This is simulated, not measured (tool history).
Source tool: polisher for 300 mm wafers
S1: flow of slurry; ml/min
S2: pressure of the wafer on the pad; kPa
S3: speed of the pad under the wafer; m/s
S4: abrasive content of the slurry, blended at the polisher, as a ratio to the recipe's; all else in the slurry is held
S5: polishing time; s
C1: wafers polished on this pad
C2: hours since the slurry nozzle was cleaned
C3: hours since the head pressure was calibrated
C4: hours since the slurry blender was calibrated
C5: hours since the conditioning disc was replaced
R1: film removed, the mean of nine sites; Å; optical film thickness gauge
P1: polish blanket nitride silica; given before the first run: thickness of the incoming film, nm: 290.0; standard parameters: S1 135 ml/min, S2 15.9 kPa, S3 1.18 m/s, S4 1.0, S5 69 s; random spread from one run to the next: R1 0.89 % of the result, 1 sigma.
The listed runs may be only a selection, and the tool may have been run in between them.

run   hour   S1    S2    S3   S4  S5    C1     C2     C3     C4     C5      R1
  1    6.8  135  15.9  1.18  1.0  69   557  331.6   46.2  305.0  155.7  314.42
  2   15.9  135  15.9  1.18  1.0  69   657  340.7   55.3  314.1  164.8  314.41
  3   23.1  135  15.9  1.18  0.5  69   736  347.9   62.5  321.3  172.0  219.35
  4   34.7  135  15.9  0.56  1.0  69   863  359.5   74.1  332.9  183.6  175.86
  5   44.7  135  15.9  1.18  1.0  69   972  369.5   84.1  342.9  193.6  311.50
  6   54.8  135  21.4  1.18  1.0  69  1083  379.6   94.2  353.0  203.7  422.95
  7   65.6  135  15.9  1.18  1.5  69  1201  390.4  105.0  363.8  214.5  376.16
  8   74.6  135  15.9  1.18  1.0  69  1299  399.4  114.0  372.8  223.5  311.99
  9   81.0  200  15.9  1.18  1.0  69  1370  405.8  120.4  379.2  229.9  339.92
 10   90.3  135  15.9  1.18  1.0  93  1471  415.1  129.7  388.5  239.2  422.39
 11  101.3  135  15.9  1.84  1.0  69  1592  426.1  140.7  399.5  250.2  445.71
 12  110.2  135  15.9  1.18  1.0  34  1689  435.0  149.6  408.4  259.1  155.24
 13  117.1  195  10.3  1.18  1.0  69  1765  441.9  156.5  415.3  266.0  217.61
 14  122.6   85  15.9  1.18  1.0  69  1825  447.4  162.0  420.8  271.5  281.20
 15  134.4  135  15.9  1.18  1.0  69  1954  459.2  173.8  432.6  283.3  317.36
     143.0  -- head pressure recalibrated
 16  147.1  135  15.9  1.18  1.0  69  2093  471.9    4.1  445.3  296.0  313.08
 17  159.5  135   6.9  1.18  1.0  69  2229  484.3   16.5  457.7  308.4  136.06
 18  166.7  135  15.9  1.18  1.0  69  2307  491.5   23.7  464.9  315.6  312.69
 19  178.3  135  15.9  1.18  1.0  69  2434  503.1   35.3  476.5  327.2  301.96
 20  185.1  135  15.9  1.18  1.0  69  2509  509.9   42.1  483.3  334.0  294.90
 21  191.3  135  15.9  1.18  1.0  69  2577  516.1   48.3  489.5  340.2  295.18

What does the tool deliver on the next run?
     199.6  -- slurry blender recalibrated
 22  203.8  135  15.9  1.18  1.0  69  2714  528.6  60.8  4.3  352.7   ?

{"run 22": {"R1": 292.65}}
